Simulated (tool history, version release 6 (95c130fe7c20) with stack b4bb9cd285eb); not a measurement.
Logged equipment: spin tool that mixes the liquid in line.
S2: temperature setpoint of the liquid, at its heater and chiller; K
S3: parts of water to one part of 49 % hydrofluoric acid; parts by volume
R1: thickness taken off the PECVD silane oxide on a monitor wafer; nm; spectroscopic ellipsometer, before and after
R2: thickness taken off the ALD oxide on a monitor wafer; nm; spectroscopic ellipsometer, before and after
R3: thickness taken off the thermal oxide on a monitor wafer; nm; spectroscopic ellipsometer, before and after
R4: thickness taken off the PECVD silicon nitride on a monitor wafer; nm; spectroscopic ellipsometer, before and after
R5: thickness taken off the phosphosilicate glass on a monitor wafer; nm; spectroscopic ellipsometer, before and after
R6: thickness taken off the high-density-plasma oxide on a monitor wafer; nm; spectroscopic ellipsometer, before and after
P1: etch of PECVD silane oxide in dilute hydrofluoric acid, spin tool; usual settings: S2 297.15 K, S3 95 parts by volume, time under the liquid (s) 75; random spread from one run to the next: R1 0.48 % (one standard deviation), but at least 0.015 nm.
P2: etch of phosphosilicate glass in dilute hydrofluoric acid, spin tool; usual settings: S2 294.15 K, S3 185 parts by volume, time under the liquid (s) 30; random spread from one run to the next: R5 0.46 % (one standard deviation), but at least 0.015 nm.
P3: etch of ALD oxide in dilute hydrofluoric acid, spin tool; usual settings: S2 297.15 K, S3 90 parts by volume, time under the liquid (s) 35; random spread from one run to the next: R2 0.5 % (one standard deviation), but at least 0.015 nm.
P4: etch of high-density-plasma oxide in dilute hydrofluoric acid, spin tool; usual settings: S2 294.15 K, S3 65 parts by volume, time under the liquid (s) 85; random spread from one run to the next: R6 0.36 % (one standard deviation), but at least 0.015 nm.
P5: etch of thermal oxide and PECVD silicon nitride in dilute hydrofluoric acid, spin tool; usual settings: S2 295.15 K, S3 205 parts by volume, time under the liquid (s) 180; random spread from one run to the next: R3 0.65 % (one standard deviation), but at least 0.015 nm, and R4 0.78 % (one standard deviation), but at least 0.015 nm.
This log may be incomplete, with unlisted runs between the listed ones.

Run 1, hour 5.8: process that ran P1, S2 297.15 K, S3 95 parts by volume, time under the liquid (s) 75. Result: R1 26.8120 nm.
Run 2, hour 9.7: process that ran P3, S2 297.15 K, S3 90 parts by volume, time under the liquid (s) 35. Result: R2 9.7786 nm.
Run 3, hour 14.6: process that ran P1, S2 297.15 K, S3 95 parts by volume, time under the liquid (s) 75. Result: R1 26.7270 nm.
Run 4, hour 21.5: process that ran P1, S2 297.15 K, S3 155 parts by volume, time under the liquid (s) 130. Result: R1 26.5890 nm.
Run 5, hour 25.1: process that ran P5, S2 295.15 K, S3 205 parts by volume, time under the liquid (s) 75. Result: R3 1.3936 nm, R4 1.3727 nm.
Run 6, hour 30.8: process that ran P2, S2 294.15 K, S3 185 parts by volume, time under the liquid (s) 30. Result: R5 18.3500 nm.
Run 7, hour 36.2: process that ran P1, S2 297.15 K, S3 95 parts by volume, time under the liquid (s) 75. Result: R1 26.7470 nm.
Run 8, hour 40.6: process that ran P4, S2 290.15 K, S3 65 parts by volume, time under the liquid (s) 85. Result: R6 7.4930 nm.
Run 9, hour 44.7: process that ran P1, S2 302.65 K, S3 95 parts by volume, time under the liquid (s) 75. Result: R1 32.8240 nm.
Run 10, hour 48.9: process that ran P1, S2 297.15 K, S3 35 parts by volume, time under the liquid (s) 75. Result: R1 78.3190 nm.
Run 11, hour 54.7: process that ran P4, S2 294.15 K, S3 20 parts by volume, time under the liquid (s) 85. Result: R6 30.7020 nm.
Run 12, hour 59.2: process that ran P3, S2 297.15 K, S3 155 parts by volume, time under the liquid (s) 35. Result: R2 5.2329 nm.
Run 13, hour 62.9: process that ran P1, S2 290.15 K, S3 95 parts by volume, time under the liquid (s) 15. Result: R1 3.9925 nm.
Run 14, hour 69.6: process that ran P5, S2 295.15 K, S3 325 parts by volume, time under the liquid (s) 180. Result: R3 1.9157 nm, R4 2.1116 nm.
Run 15, hour 75.4: process that ran P2, S2 294.15 K, S3 185 parts by volume, time under the liquid (s) 15. Result: R5 9.1392 nm.
Run 16, hour 81.5: process that ran P1, S2 297.15 K, S3 155 parts by volume, time under the liquid (s) 75. Result: R1 15.1390 nm.
Run 17, hour 85.6: process that ran P4, S2 294.15 K, S3 65 parts by volume, time under the liquid (s) 85. Result: R6 8.9159 nm.
Run 18, hour 92.5: process that ran P3, S2 297.15 K, S3 90 parts by volume, time under the liquid (s) 65. Result: R2 18.1220 nm.
Run 19, hour 98.8: process that ran P3, S2 303.15 K, S3 90 parts by volume, time under the liquid (s) 35. Result: R2 12.1790 nm.
Run 20, hour 103.2: process that ran P1, S2 297.15 K, S3 95 parts by volume, time under the liquid (s) 75. Result: R1 26.6210 nm.
Run 21, hour 110.0: process that ran P1, S2 297.15 K, S3 95 parts by volume, time under the liquid (s) 135. Result: R1 47.9120 nm.
Run 22, hour 113.8: process that ran P1, S2 297.15 K, S3 95 parts by volume, time under the liquid (s) 20. Result: R1 7.1351 nm.
Run 23, hour 119.3: process that ran P1, S2 297.15 K, S3 95 parts by volume, time under the liquid (s) 75. Result: R1 26.6030 nm.
Run 24, hour 123.9: process that ran P5, S2 295.15 K, S3 205 parts by volume, time under the liquid (s) 180. Result: R3 3.4055 nm, R4 3.2784 nm.
Run 25, hour 128.3: process that ran P1, S2 292.15 K, S3 95 parts by volume, time under the liquid (s) 75. Result: R1 21.6910 nm.
Run 26, hour 135.4: process that ran P1, S2 290.15 K, S3 165 parts by volume, time under the liquid (s) 75. Result: R1 10.7600 nm.
Run 27, hour 142.2: process that ran P4, S2 294.15 K, S3 65 parts by volume, time under the liquid (s) 15. Result: R6 1.5790 nm.
Run 28, hour 146.2: process that ran P4, S2 294.15 K, S3 65 parts by volume, time under the liquid (s) 85. Result: R6 8.8976 nm.
Run 29, hour 153.2: process that ran P2, S2 294.15 K, S3 110 parts by volume, time under the liquid (s) 30. Result: R5 33.4140 nm.
Run 30, hour 158.4: process that ran P1, S2 297.15 K, S3 95 parts by volume, time under the liquid (s) 75. Result: R1 26.5260 nm.
Run 31, hour 162.6: process that ran P2, S2 290.15 K, S3 185 parts by volume, time under the liquid (s) 30. Result: R5 15.6580 nm.
Run 32, hour 167.0: process that ran P2, S2 294.15 K, S3 185 parts by volume, time under the liquid (s) 30. Result: R5 18.3310 nm.
Run 33, hour 171.8: process that ran P1, S2 297.15 K, S3 95 parts by volume, time under the liquid (s) 75. Result: R1 26.6140 nm.
Run 34, hour 176.8: process that ran P5, S2 291.15 K, S3 205 parts by volume, time under the liquid (s) 180. Result: R3 2.8243 nm, R4 2.5328 nm.

Run 35 comes next. What will it give?
Run 35, hour 180.0: process that ran P1, S2 297.15 K, S3 95 parts by volume, time under the liquid (s) 75. Result: R1 ?.

R1: 26.7310 nm

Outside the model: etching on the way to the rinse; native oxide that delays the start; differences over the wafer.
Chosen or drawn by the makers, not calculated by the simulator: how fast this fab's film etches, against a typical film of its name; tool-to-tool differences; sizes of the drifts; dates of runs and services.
